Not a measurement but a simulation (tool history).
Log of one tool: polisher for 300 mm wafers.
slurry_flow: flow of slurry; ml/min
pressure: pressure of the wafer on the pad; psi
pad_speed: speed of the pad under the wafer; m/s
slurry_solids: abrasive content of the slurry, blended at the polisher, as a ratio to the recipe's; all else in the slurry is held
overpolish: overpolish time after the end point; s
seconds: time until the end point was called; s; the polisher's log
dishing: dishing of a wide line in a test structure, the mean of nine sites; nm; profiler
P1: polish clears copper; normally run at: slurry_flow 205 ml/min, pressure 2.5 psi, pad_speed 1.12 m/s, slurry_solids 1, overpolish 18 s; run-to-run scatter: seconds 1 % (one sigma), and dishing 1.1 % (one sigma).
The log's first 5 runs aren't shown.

{"run": 6, "hour": 71.3, "slurry_flow": 205, "pressure": 2.5, "pad_speed": 1.12, "slurry_solids": 1, "overpolish": 18, "seconds": 151.21, "dishing": 32.171}
{"run": 7, "hour": 87.9, "slurry_flow": 125, "pressure": 2.5, "pad_speed": 1.12, "slurry_solids": 1, "overpolish": 18, "seconds": 162.47, "dishing": 30.198}
{"run": 8, "hour": 102.0, "slurry_flow": 205, "pressure": 2.5, "pad_speed": 1.12, "slurry_solids": 0.75, "overpolish": 18, "seconds": 154.19, "dishing": 30.811}
{"run": 9, "hour": 118.6, "slurry_flow": 205, "pressure": 2.5, "pad_speed": 1.12, "slurry_solids": 1, "overpolish": 35, "seconds": 147.72, "dishing": 49.914}
{"run": 10, "hour": 128.5, "slurry_flow": 205, "pressure": 2.5, "pad_speed": 1.12, "slurry_solids": 1, "overpolish": 18, "seconds": 148.45, "dishing": 32.607}
{"hour": 135.1, "done": "slurry blender recalibrated"}
{"hour": 137.0, "done": "slurry nozzle cleaned"}
{"run": 11, "hour": 138.2, "slurry_flow": 205, "pressure": 2.5, "pad_speed": 1.12, "slurry_solids": 1.25, "overpolish": 18, "seconds": 142.5, "dishing": 33.453}
{"run": 12, "hour": 149.0, "slurry_flow": 205, "pressure": 2.5, "pad_speed": 1.12, "slurry_solids": 1, "overpolish": 18, "seconds": 149.65, "dishing": 31.788}
{"run": 13, "hour": 159.8, "slurry_flow": 205, "pressure": 3.9, "pad_speed": 1.12, "slurry_solids": 1, "overpolish": 18, "seconds": 96.333, "dishing": 45.842}
{"run": 14, "hour": 178.1, "slurry_flow": 205, "pressure": 2.5, "pad_speed": 1.12, "slurry_solids": 1, "overpolish": 18, "seconds": 149.88, "dishing": 31.879}
{"run": 15, "hour": 186.1, "slurry_flow": 205, "pressure": 3.6, "pad_speed": 1.12, "slurry_solids": 1.3, "overpolish": 18, "seconds": 97.52, "dishing": 44.498}
{"run": 16, "hour": 200.8, "slurry_flow": 205, "pressure": 1.1, "pad_speed": 1.12, "slurry_solids": 1, "overpolish": 18, "seconds": 342.98, "dishing": 15.522}
{"run": 17, "hour": 209.4, "slurry_flow": 205, "pressure": 2.5, "pad_speed": 1.12, "slurry_solids": 1, "overpolish": 18, "seconds": 149.85, "dishing": 32.054}
{"run": 18, "hour": 227.2, "slurry_flow": 205, "pressure": 2.5, "pad_speed": 1.12, "slurry_solids": 1, "overpolish": 18, "seconds": 150.98, "dishing": 32.009}
{"run": 19, "hour": 244.7, "slurry_flow": 270, "pressure": 2.5, "pad_speed": 1.12, "slurry_solids": 1, "overpolish": 18, "seconds": 143.62, "dishing": 32.95}
{"run": 20, "hour": 253.8, "slurry_flow": 205, "pressure": 2.5, "pad_speed": 1.12, "slurry_solids": 1, "overpolish": 18, "seconds": 149.05, "dishing": 32.583}
{"run": 21, "hour": 264.0, "slurry_flow": 205, "pressure": 2.5, "pad_speed": 1.12, "slurry_solids": 1, "overpolish": 18, "seconds": 150.95, "dishing": 31.719}
{"run": 22, "hour": 275.8, "slurry_flow": 205, "pressure": 2.5, "pad_speed": 1.12, "slurry_solids": 1, "overpolish": 18, "seconds": 153.83, "dishing": 32.025}
{"run": 23, "hour": 284.2, "slurry_flow": 205, "pressure": 2.5, "pad_speed": 1.12, "slurry_solids": 1, "overpolish": 18, "seconds": 156.67, "dishing": 31.475}
{"run": 24, "hour": 296.3, "slurry_flow": 205, "pressure": 2.5, "pad_speed": 1.12, "slurry_solids": 1, "overpolish": 18, "seconds": 156.87, "dishing": 30.843}
{"run": 25, "hour": 313.5, "slurry_flow": 205, "pressure": 2.5, "pad_speed": 1.12, "slurry_solids": 1, "overpolish": 18, "seconds": 157.72, "dishing": 30.744}
{"hour": 329.3, "done": "head pressure recalibrated"}
{"run": 26, "hour": 329.6, "slurry_flow": 205, "pressure": 2.5, "pad_speed": 1.12, "slurry_solids": 1, "overpolish": 18, "seconds": 156.69, "dishing": 30.859}
{"run": 27, "hour": 343.2, "slurry_flow": 205, "pressure": 2.5, "pad_speed": 1.12, "slurry_solids": 1, "overpolish": 18, "seconds": 158.58, "dishing": 31.025}
{"run": 28, "hour": 351.1, "slurry_flow": 205, "pressure": 2.5, "pad_speed": 1.12, "slurry_solids": 1, "overpolish": 18, "seconds": 157.38, "dishing": 31.056}
{"hour": 358.4, "done": "worn pad replaced by a new one"}
{"run": 29, "hour": 366.9, "slurry_flow": 205, "pressure": 2.5, "pad_speed": 1.12, "slurry_solids": 1, "overpolish": 18, "seconds": 157.22, "dishing": 31.14}
{"run": 30, "hour": 382.8, "slurry_flow": 205, "pressure": 2.5, "pad_speed": 1.12, "slurry_solids": 1, "overpolish": 18, "seconds": 156.68, "dishing": 30.572}

The next listed run, before its measurement:
{"run": 31, "hour": 398.6, "slurry_flow": 205, "pressure": 2.5, "pad_speed": 1.12, "slurry_solids": 1, "overpolish": 18, "seconds": "?", "dishing": "?"}

seconds: 156.15 s
dishing: 30.74 nm
